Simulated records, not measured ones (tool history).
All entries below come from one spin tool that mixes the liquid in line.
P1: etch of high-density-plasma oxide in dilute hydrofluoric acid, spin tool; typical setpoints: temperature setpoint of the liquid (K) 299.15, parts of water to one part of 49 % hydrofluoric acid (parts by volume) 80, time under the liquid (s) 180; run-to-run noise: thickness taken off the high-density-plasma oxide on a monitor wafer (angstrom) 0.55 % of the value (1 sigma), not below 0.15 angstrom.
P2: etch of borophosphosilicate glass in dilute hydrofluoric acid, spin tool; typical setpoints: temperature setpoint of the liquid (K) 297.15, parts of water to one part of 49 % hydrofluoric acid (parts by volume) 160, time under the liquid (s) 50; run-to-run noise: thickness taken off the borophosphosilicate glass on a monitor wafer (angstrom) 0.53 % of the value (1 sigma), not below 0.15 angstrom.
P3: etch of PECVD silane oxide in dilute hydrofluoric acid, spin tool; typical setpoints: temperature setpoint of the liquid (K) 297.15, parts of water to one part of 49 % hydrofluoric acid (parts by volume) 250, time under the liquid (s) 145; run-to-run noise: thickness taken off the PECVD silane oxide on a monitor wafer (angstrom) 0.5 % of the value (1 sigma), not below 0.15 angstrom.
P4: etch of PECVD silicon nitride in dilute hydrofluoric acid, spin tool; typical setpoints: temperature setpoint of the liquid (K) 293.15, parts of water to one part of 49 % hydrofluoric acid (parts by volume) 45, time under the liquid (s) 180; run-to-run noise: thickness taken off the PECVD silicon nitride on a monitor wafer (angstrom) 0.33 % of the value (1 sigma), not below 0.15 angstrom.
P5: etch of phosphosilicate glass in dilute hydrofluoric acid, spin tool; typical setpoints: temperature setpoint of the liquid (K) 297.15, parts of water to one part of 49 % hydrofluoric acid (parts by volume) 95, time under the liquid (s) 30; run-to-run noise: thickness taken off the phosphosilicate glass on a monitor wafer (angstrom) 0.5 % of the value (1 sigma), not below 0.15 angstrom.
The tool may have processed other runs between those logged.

run	hour	process that ran	temperature setpoint of the liquid (K)	parts of water to one part of 49 % hydrofluoric acid (parts by volume)	time under the liquid (s)	hours since the thermometer was replaced	hours since the hydrofluoric acid flow meter was replaced	thickness taken off the high-density-plasma oxide on a monitor wafer (angstrom)	thickness taken off the phosphosilicate glass on a monitor wafer (angstrom)	thickness taken off the PECVD silicon nitride on a monitor wafer (angstrom)	thickness taken off the borophosphosilicate glass on a monitor wafer (angstrom)	thickness taken off the PECVD silane oxide on a monitor wafer (angstrom)
1	4.3	P1	299.15	80	180	1536.1	327.9	124.44				
2	8.5	P5	297.15	95	30	1540.3	332.1		433.64			
3	12.8	P4	293.15	20	180	1544.6	336.4			216.3		
4	15.4	P4	293.15	45	180	1547.2	339			99.159		
5	19.5	P4	293.15	45	15	1551.3	343.1			8.6162		
6	24.5	P2	297.15	160	85	1556.3	348.1				268.98	
7	28.4	P3	297.15	250	255	1560.2	352					190.92
8	31.4	P1	299.15	80	290	1563.2	355	200.09				
9	34.4	P3	297.15	250	145	1566.2	358					107.87
10	38.4	P1	299.15	80	180	1570.2	362	125.01				
11	40.7	P2	297.15	225	50	1572.5	364.3				104.88	
12	45.1	P1	299.15	80	180	1576.9	368.7	123.21				
13	49.2	P1	295.15	50	180	1581	372.8	175.03				
14	51.6	P2	297.15	160	50	1583.4	375.2				159.33	
15	54.1	P1	299.15	135	180	1585.9	377.7	69.118				
16	58.4	P1	299.15	80	180	1590.2	382	124.35				
17	62.8	P4	290.15	45	180	1594.6	386.4			80.212		
18	66.4	P4	293.15	45	180	1598.2	390			98.566		
19	70.3	P5	292.65	95	30	1602.1	393.9		365.25			
20	73.5	P3	291.15	250	145	1605.3	397.1					85.496
21	78.1	P1	299.15	80	180	1609.9	401.7	125.93				
22	80.6	P1	291.15	80	180	1612.4	404.2	90.405				
23	85.6	P1	299.15	80	180	1617.4	409.2	124.6				
24	89.4	P5	297.15	130	30	1621.2	413		309.26			
25	94	P5	297.15	95	15	1625.8	417.6		219.82			
26	97.7	P1	299.15	80	100	1629.5	421.3	69.201				
27	102.7	P2	301.15	160	50	1634.5	426.3				184.38	
28	105.8	P3	297.15	355	145	1637.6	429.4					68.166
29	110.3	P1	307.15	80	180	1642.1	433.9	168.66				
30	115.3	P1	299.15	35	180	1647.1	438.9	304.31				
31	118.5	P1	299.15	80	180	1650.3	442.1	125.01				
32	123.4	P1	299.15	80	180	1655.2	447	121.46				
33	125.7	P1	299.15	80	180	1657.5	449.3	119.69				
34	128.5	P1	299.15	80	180	1660.3	452.1	119.66				
35	131.9	P1	299.15	80	180	1663.7	455.5	118.75				
36	135.3	P1	299.15	80	180	1667.1	458.9	119.7				
37	140	P1	299.15	80	180	1671.8	463.6	119.49				
38	144.2	P1	299.15	80	180	1676	467.8	117.14				
39	149.2	P1	299.15	80	180	1681	472.8	118.39				
40	152.6	P1	299.15	80	180	1684.4	476.2	117.29				
41	156.1	P1	299.15	80	180	1687.9	479.7	117.94				

What P1 gives has crept off from where it sat before. The 2 causes that follow fit the log equally well, each at the size noted:
A: liquid colder than its thermometer reads (K) = 1.45
B: hydrofluoric acid flow below the setpoint (%) = 5.04
The process output started creeping at around hour 118.5.

4 check runs are offered, one wafer each, their results left as question marks. Which one tells the causes apart?
check 1	159.6	P5	297.15	95	30				?			
check 2	159.6	P4	293.15	45	180					?		
check 3	159.6	P3	297.15	250	145							?
check 4	159.6	P2	297.15	160	50						?	

Check results expected under each cause:
check	result	if A	if B
check 1	thickness taken off the phosphosilicate glass on a monitor wafer (angstrom)	414.07	414.12
check 2	thickness taken off the PECVD silicon nitride on a monitor wafer (angstrom)	89.609	94.32
check 3	thickness taken off the PECVD silane oxide on a monitor wafer (angstrom)	102.26	100.96
check 4	thickness taken off the borophosphosilicate glass on a monitor wafer (angstrom)	149.77	148.91
Separation of the two closest causes in each check, using whichever result separates them best: check 1 0.01 %; check 2 5.12 %; check 3 1.28 %; check 4 0.58 %
Check 2 distinguishes between the causes, while the remaining checks would return nearly the same result for all of them.

The results of check 2 are: thickness taken off the PECVD silicon nitride on a monitor wafer (angstrom) 94.775. Based on these, which of the listed causes is it?

B is the cause: hydrofluoric acid flow below the setpoint (%).

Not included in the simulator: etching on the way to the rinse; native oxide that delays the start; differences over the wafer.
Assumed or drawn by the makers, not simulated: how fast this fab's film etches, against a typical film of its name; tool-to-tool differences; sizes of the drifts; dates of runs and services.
